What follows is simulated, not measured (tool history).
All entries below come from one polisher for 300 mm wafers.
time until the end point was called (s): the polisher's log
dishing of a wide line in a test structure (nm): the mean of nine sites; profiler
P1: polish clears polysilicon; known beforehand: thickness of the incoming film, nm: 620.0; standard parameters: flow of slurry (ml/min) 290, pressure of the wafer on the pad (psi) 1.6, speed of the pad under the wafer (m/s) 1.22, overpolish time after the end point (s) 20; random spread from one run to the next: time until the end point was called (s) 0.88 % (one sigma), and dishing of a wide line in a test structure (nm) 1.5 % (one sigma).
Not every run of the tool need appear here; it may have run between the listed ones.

run,hour,flow of slurry (ml/min),pressure of the wafer on the pad (psi),speed of the pad under the wafer (m/s),overpolish time after the end point (s),time until the end point was called (s),dishing of a wide line in a test structure (nm)
1,9.7,290,1.6,1.22,20,68.843,39.533
2,16.7,175,1.6,1.22,20,72.776,37.413
3,22.9,190,1.6,1.22,34,72.084,38.677
4,29.7,290,1.6,0.60,20,139.730,33.750
5,38.8,290,1.6,1.22,20,70.088,38.251
6,46.9,290,1.6,1.22,20,69.280,38.325
7,57.2,385,1.6,1.22,20,67.740,38.651
8,67.5,290,1.6,1.22,20,68.041,38.511
9,74.1,290,1.6,1.72,20,49.094,37.758
10,80.8,290,2.5,1.22,20,43.846,39.280
11,89.8,290,1.6,1.22,36,68.554,38.412
12,96.4,290,1.6,1.22,11,69.175,35.496
13,104.0,425,1.6,1.22,37,67.018,38.930
14,111.5,290,1.6,1.22,20,69.468,38.017
15,123.2,290,0.7,1.22,20,156.880,32.780
16,130.4,290,1.6,1.22,20,69.982,38.863
17,136.9,290,1.6,1.22,20,70.272,37.390
18,146.1,290,1.6,1.22,20,71.472,38.861
19,155.7,290,1.6,1.22,20,71.528,37.746
20,162.8,290,1.6,1.22,20,72.033,38.375
# hour 165.2: head pressure recalibrated
21,169.6,290,1.6,1.22,20,72.541,37.709
22,176.0,290,1.6,1.22,20,72.107,38.611
23,183.6,290,1.6,1.22,20,72.147,37.990
24,192.6,290,1.6,1.22,20,72.776,38.146
25,203.7,290,1.6,1.22,20,72.045,36.840
26,210.4,290,1.6,1.22,20,73.773,38.032

For run 27, what comes out?
27,216.3,290,1.6,1.22,20,?,?

Run 27 gave time until the end point was called (s) 71.584, dishing of a wide line in a test structure (nm) 37.673.

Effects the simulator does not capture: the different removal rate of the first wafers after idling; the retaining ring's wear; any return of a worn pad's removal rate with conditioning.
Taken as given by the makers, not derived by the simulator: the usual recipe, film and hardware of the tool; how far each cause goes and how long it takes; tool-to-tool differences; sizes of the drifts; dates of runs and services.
